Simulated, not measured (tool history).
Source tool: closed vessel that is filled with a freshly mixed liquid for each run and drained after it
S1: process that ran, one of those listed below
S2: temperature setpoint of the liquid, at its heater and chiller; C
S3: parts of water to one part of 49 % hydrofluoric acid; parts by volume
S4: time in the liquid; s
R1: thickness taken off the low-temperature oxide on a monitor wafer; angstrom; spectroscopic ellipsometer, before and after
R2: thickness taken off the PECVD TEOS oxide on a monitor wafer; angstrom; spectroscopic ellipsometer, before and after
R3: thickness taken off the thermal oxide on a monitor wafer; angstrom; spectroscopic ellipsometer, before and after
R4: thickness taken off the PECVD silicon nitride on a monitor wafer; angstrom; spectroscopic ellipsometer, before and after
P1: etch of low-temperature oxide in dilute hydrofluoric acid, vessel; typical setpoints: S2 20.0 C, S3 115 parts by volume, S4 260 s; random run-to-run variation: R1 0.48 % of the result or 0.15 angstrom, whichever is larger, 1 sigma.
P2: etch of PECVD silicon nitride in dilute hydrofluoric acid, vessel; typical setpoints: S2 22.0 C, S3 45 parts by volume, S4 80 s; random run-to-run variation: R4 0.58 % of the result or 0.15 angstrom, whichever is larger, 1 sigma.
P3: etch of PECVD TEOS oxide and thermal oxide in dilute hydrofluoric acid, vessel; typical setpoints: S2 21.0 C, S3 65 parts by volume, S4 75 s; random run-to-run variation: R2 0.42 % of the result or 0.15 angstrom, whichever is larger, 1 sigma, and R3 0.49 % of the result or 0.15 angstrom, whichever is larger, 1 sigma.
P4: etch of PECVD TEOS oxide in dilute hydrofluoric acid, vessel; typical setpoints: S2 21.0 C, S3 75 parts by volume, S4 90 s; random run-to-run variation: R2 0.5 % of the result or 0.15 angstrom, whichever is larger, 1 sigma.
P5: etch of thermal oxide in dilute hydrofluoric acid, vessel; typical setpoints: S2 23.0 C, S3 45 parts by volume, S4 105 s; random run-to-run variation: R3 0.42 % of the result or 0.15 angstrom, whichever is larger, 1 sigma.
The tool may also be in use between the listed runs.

Run 1, hour 6.9: S1 P1, S2 20.0 C, S3 115 parts by volume, S4 260 s. Result: R1 297.72 angstrom.
Run 2, hour 14.4: S1 P1, S2 20.0 C, S3 115 parts by volume, S4 385 s. Result: R1 436.30 angstrom.
Run 3, hour 19.6: S1 P4, S2 21.0 C, S3 75 parts by volume, S4 90 s. Result: R2 149.320 angstrom.
Run 4, hour 27.0: S1 P1, S2 24.5 C, S3 115 parts by volume, S4 260 s. Result: R1 355.42 angstrom.
Run 5, hour 32.6: S1 P1, S2 20.0 C, S3 115 parts by volume, S4 260 s. Result: R1 295.25 angstrom.
Run 6, hour 39.3: S1 P1, S2 17.0 C, S3 115 parts by volume, S4 260 s. Result: R1 262.29 angstrom.
Run 7, hour 48.0: S1 P1, S2 20.0 C, S3 115 parts by volume, S4 260 s. Result: R1 296.08 angstrom.
Run 8, hour 56.7: S1 P1, S2 20.0 C, S3 115 parts by volume, S4 260 s. Result: R1 293.75 angstrom.
At hour 63.9: hydrofluoric acid flow meter replaced.
Run 9, hour 65.3: S1 P1, S2 17.0 C, S3 115 parts by volume, S4 405 s. Result: R1 408.14 angstrom.
Run 10, hour 70.0: S1 P4, S2 21.0 C, S3 125 parts by volume, S4 90 s. Result: R2 84.270 angstrom.
Run 11, hour 75.2: S1 P5, S2 23.0 C, S3 20 parts by volume, S4 105 s. Result: R3 265.800 angstrom.
Run 12, hour 80.1: S1 P1, S2 20.0 C, S3 180 parts by volume, S4 260 s. Result: R1 177.00 angstrom.
Run 13, hour 86.0: S1 P1, S2 20.0 C, S3 115 parts by volume, S4 260 s. Result: R1 297.28 angstrom.
Run 14, hour 92.9: S1 P1, S2 17.0 C, S3 115 parts by volume, S4 390 s. Result: R1 388.31 angstrom.
Run 15, hour 100.6: S1 P4, S2 21.0 C, S3 75 parts by volume, S4 90 s. Result: R2 148.450 angstrom.
Run 16, hour 109.1: S1 P2, S2 22.0 C, S3 75 parts by volume, S4 80 s. Result: R4 45.614 angstrom.
Run 17, hour 113.5: S1 P3, S2 25.5 C, S3 65 parts by volume, S4 75 s. Result: R2 193.350 angstrom, R3 62.260 angstrom.
Run 18, hour 118.0: S1 P3, S2 21.0 C, S3 90 parts by volume, S4 75 s. Result: R2 112.590 angstrom, R3 36.158 angstrom.
Run 19, hour 125.8: S1 P3, S2 21.0 C, S3 65 parts by volume, S4 30 s. Result: R2 64.040 angstrom, R3 20.560 angstrom.
Run 20, hour 131.3: S1 P5, S2 23.0 C, S3 45 parts by volume, S4 105 s. Result: R3 114.200 angstrom.
Run 21, hour 135.8: S1 P3, S2 21.0 C, S3 65 parts by volume, S4 75 s. Result: R2 160.540 angstrom, R3 51.330 angstrom.
Run 22, hour 143.1: S1 P1, S2 20.0 C, S3 115 parts by volume, S4 120 s. Result: R1 136.58 angstrom.
Run 23, hour 147.3: S1 P1, S2 26.5 C, S3 200 parts by volume, S4 260 s. Result: R1 197.31 angstrom.
Run 24, hour 153.5: S1 P4, S2 21.0 C, S3 75 parts by volume, S4 30 s. Result: R2 49.403 angstrom.
Run 25, hour 158.2: S1 P5, S2 23.0 C, S3 45 parts by volume, S4 105 s. Result: R3 115.270 angstrom.
Run 26, hour 163.8: S1 P4, S2 28.5 C, S3 75 parts by volume, S4 90 s. Result: R2 201.980 angstrom.
Run 27, hour 170.4: S1 P2, S2 22.0 C, S3 45 parts by volume, S4 125 s. Result: R4 117.990 angstrom.
Run 28, hour 178.2: S1 P3, S2 21.0 C, S3 65 parts by volume, S4 75 s. Result: R2 161.480 angstrom, R3 51.848 angstrom.
Run 29, hour 186.5: S1 P1, S2 20.0 C, S3 20 parts by volume, S4 260 s. Result: R1 1915.00 angstrom.
Run 30, hour 191.1: S1 P2, S2 22.0 C, S3 45 parts by volume, S4 80 s. Result: R4 75.562 angstrom.
Run 31, hour 197.7: S1 P2, S2 29.0 C, S3 45 parts by volume, S4 80 s. Result: R4 120.700 angstrom.
Run 32, hour 203.8: S1 P5, S2 17.0 C, S3 45 parts by volume, S4 105 s. Result: R3 87.851 angstrom.
Run 33, hour 210.2: S1 P2, S2 22.0 C, S3 45 parts by volume, S4 80 s. Result: R4 75.881 angstrom.
Run 34, hour 215.7: S1 P5, S2 23.0 C, S3 45 parts by volume, S4 45 s. Result: R3 49.310 angstrom.
Run 35, hour 221.5: S1 P1, S2 20.0 C, S3 115 parts by volume, S4 260 s. Result: R1 295.59 angstrom.
Run 36, hour 229.5: S1 P1, S2 20.0 C, S3 115 parts by volume, S4 260 s. Result: R1 307.45 angstrom.
Run 37, hour 236.7: S1 P1, S2 20.0 C, S3 115 parts by volume, S4 260 s. Result: R1 311.63 angstrom.
Run 38, hour 242.6: S1 P1, S2 20.0 C, S3 115 parts by volume, S4 260 s. Result: R1 312.71 angstrom.
Run 39, hour 248.8: S1 P1, S2 20.0 C, S3 115 parts by volume, S4 260 s. Result: R1 315.34 angstrom.
Run 40, hour 255.0: S1 P1, S2 20.0 C, S3 115 parts by volume, S4 260 s. Result: R1 316.78 angstrom.
Run 41, hour 263.3: S1 P1, S2 20.0 C, S3 115 parts by volume, S4 260 s. Result: R1 319.89 angstrom.

What P1 gives has crept away from where it was. These 2 causes fit the log equally well, each at the size given:
A: liquid hotter than its thermometer reads (K) = 1.65
B: hydrofluoric acid flow above the setpoint (%) = 6.09
The gradual shift began around hour 221.5.

Listed below are the offered check runs, one wafer per run, with question marks in place of results. For which of them would the causes give clearly different outcomes?
Run check 1, hour 271.6: S1 P3, S2 21.0 C, S3 85 parts by volume, S4 30 s. Result: R2 ?, R3 ?.
Run check 2, hour 271.6: S1 P2, S2 22.0 C, S3 75 parts by volume, S4 80 s. Result: R4 ?.
Run check 3, hour 271.6: S1 P4, S2 21.0 C, S3 120 parts by volume, S4 30 s. Result: R2 ?.
Run check 4, hour 271.6: S1 P5, S2 17.0 C, S3 45 parts by volume, S4 105 s. Result: R3 ?.

Outcome of each check run for each possible cause:
  check  result    if A    if B
check 1      R2  51.332  51.203
check 1      R3  16.488  16.447
check 2      R4  51.586  48.923
check 3      R2  31.460  31.493
check 4      R3  95.494  94.582
Distance between the nearest two causes, measured in the result of the check that separates them most: check 1 0.25 %; check 2 5.3 %; check 3 0.1 %; check 4 0.96 %
Check 2 tells the causes apart: in the others they would give nearly the same result.

Here is what check 2 returned: R4 51.840 angstrom. Which cause is it?

The correct cause is A, namely: liquid hotter than its thermometer reads (K).

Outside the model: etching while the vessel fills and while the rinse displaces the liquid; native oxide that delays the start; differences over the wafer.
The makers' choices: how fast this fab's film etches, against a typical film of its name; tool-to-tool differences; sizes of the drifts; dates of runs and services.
